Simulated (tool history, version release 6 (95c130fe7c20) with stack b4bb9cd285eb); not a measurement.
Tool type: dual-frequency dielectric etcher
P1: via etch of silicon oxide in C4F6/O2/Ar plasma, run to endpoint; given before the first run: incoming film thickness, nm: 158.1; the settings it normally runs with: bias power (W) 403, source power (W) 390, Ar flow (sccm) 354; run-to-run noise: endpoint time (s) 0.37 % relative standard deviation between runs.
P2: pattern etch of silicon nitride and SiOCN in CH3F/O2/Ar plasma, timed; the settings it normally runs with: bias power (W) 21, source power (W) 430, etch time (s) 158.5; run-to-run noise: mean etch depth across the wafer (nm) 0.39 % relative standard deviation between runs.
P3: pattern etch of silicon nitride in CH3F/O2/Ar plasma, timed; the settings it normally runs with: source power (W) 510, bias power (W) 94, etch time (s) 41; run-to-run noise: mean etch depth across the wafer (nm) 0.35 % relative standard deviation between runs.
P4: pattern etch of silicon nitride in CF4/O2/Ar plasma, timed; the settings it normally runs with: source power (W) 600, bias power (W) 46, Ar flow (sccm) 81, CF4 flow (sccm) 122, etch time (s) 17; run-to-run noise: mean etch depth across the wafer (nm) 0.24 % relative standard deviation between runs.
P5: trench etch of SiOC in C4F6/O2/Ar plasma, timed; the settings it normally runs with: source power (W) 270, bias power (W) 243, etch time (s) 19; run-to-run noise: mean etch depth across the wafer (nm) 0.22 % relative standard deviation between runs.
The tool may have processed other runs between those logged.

run   hour  process that ran  bias power (W)  source power (W)  Ar flow (sccm)  etch time (s)  CF4 flow (sccm)  endpoint time (s)  mean etch depth across the wafer (nm)
  1   15.9                P1             403               390             354                                             39.424
  2   27.1                P5             198               270                             19                                                                      34.38
  3   40.2                P4              46               360              81             17              122                                                     24.11
  4   49.5                P4              46               600              81             17               95                                                    36.871
  5   65.5                P2              21               430                            203                                                                      28.05
  6   76.7                P1             403               390             354                                             39.717
  7   91.9                P1             403               300             354                                             43.651
  8  106.6                P1             403               390             354                                             39.703
  9  117.3                P4              46               600              81             17              122                                                    37.837
 10    129                P4              46               600              81             12              122                                                    26.827
 11  143.6                P4              46               600              81             17              122                                                    37.863
 12  157.8                P1             403               390             276                                             38.559
 13    171                P2              27               430                          158.5                                                                     24.663
 14    179                P5             243               340                             19                                                                     39.948
 15  192.7                P2              21               430                          158.5                                                                      21.95
 16    205                P5             243               270                           14.5                                                                     27.961
 17  220.7                P1             269               390             354                                             45.759
 18    233                P4              31               600              81             17              122                                                    33.236
 19    245                P2              21               610                          158.5                                                                     24.869
 20  261.6                P3             115               510                             41                                                                     38.474
 21  272.7                P1             403               390             354                                             39.766
 22  285.5                P3              94               510                           24.5                                                                     21.406
 23  297.7                P1             403               530             435                                              36.27
 24  306.4                P1             403               390             354                                             39.651
 25  322.8                P1             403               390             354                                             39.487
 26  333.6                P3              94               400                             41                                                                     32.944
 27  348.6                P2              21               430                          158.5                                                                     21.926
 28  362.3                P4              46               600             112             17              122                                                    36.528
 29  377.4                P1             403               390             462                                             40.755
 30  392.7                P1             255               450             354                                             44.048
 31  403.8                P3              94               510                             41                                                                     36.123
 32  416.6                P1             502               390             354                                             36.357
 33  426.1                P5             243               270                             19                                                                     36.794
 34  439.1                P3              94               510                             41                                                                     35.926
 35    453                P1             403               560             354                                             34.355
 36  461.4                P1             403               390             354                                             39.755
 37  474.5                P1             403               390             354                                             39.907
 38  486.9                P1             403               390             354                                             39.915
 39  497.2                P1             403               390             354                                             40.285
 40  507.6                P1             403               390             354                                             40.031
 41  517.3                P1             403               390             354                                             40.176
       522  -- wet clean of the chamber
 42  525.8                P1             403               390             354                                             40.341
 43  537.1                P1             403               390             354                                             40.274

What does the tool deliver on the next run?
 44  550.6                P1             403               390             354                                                  ?

{"run 44": {"endpoint time (s)": 40.378}}
